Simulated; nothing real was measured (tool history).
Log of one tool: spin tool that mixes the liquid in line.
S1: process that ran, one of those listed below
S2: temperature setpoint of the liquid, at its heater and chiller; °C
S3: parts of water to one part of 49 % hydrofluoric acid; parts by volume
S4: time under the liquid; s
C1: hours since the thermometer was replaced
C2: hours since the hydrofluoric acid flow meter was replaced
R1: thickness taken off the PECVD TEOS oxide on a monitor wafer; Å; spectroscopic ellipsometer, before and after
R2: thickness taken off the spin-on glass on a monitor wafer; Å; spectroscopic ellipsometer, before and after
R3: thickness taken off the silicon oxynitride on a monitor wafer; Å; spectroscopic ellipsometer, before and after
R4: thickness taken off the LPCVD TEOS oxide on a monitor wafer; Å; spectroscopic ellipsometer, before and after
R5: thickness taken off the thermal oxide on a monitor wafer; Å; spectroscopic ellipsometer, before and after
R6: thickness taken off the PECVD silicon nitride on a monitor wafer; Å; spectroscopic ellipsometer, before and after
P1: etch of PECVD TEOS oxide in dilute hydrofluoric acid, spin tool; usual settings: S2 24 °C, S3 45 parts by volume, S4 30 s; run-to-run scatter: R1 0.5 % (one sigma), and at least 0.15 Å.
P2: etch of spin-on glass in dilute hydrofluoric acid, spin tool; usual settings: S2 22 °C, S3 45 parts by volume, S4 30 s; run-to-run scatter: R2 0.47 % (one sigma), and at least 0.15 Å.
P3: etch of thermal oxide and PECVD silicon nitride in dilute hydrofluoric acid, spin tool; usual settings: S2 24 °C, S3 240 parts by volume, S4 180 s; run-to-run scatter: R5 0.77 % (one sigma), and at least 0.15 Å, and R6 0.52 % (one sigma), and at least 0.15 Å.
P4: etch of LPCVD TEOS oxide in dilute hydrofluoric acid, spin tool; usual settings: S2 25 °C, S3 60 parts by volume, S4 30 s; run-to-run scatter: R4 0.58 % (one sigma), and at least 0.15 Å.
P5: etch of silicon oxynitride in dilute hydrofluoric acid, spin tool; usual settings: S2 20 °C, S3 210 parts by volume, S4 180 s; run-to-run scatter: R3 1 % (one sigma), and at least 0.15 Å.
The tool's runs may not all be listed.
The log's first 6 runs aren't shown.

run     day  S1    S2   S3   S4     C1      C2      R1      R2      R3      R4      R5      R6
  7   2.517  P4    25   20   30  333.7   839.4                          530.72
  8   2.767  P4    25   60   55  339.7   845.4                          306.61
  9   3.238  P5    20  210  180    351   856.7                  19.733
 10   3.521  P1    29   45   60  357.8   863.5  462.87
 11   3.908  P4    25   60   30  367.1   872.8                          165.92
 12   4.204  P3    24  340  180  374.2   879.9                                  19.947  29.757
 13   4.671  P1    24   45   30  385.4   891.1  186.61
 14   5.088  P2    22   45   15  395.4   901.1          209.04
 15   5.458  P2    30   45   30  404.3     910          580.38
 16   5.704  P1    24   45   15  410.2   915.9  93.323
 17     6.2  P2    22   45   30  422.1   927.8          420.14
 18   6.596  P1    24   65   30  431.6   937.3  125.87
 19    6.85  P3    24  240  180  437.7   943.4                                  31.256   42.22
 20   7.317  P3    24  240  275  448.9   954.6                                  48.124  63.997
 21   7.667  P1  17.5   45   30  457.3     963  142.19
 22   8.033  P2    22   45   30  466.1   971.8          417.92
 23     8.4  P3    24  240  180  474.9   980.6                                  31.447  42.595
 24   8.692  P5    20  380  180  481.9   987.6                      10
 25   9.058  P4    19   60   30  490.7   996.4                          129.57
 26   9.412  P3    28  240  180  499.2  1004.9                                  36.059  54.191
 27   9.633  P1    24   45   45  504.5  1010.2  280.21
 28  10.133  P5    20  210  300  516.5  1022.2                  32.487

Run 29 comes next. What will it give?
 29  10.562  P1  24  45  30  526.8  1032.5   ?

R1: 188.33 Å
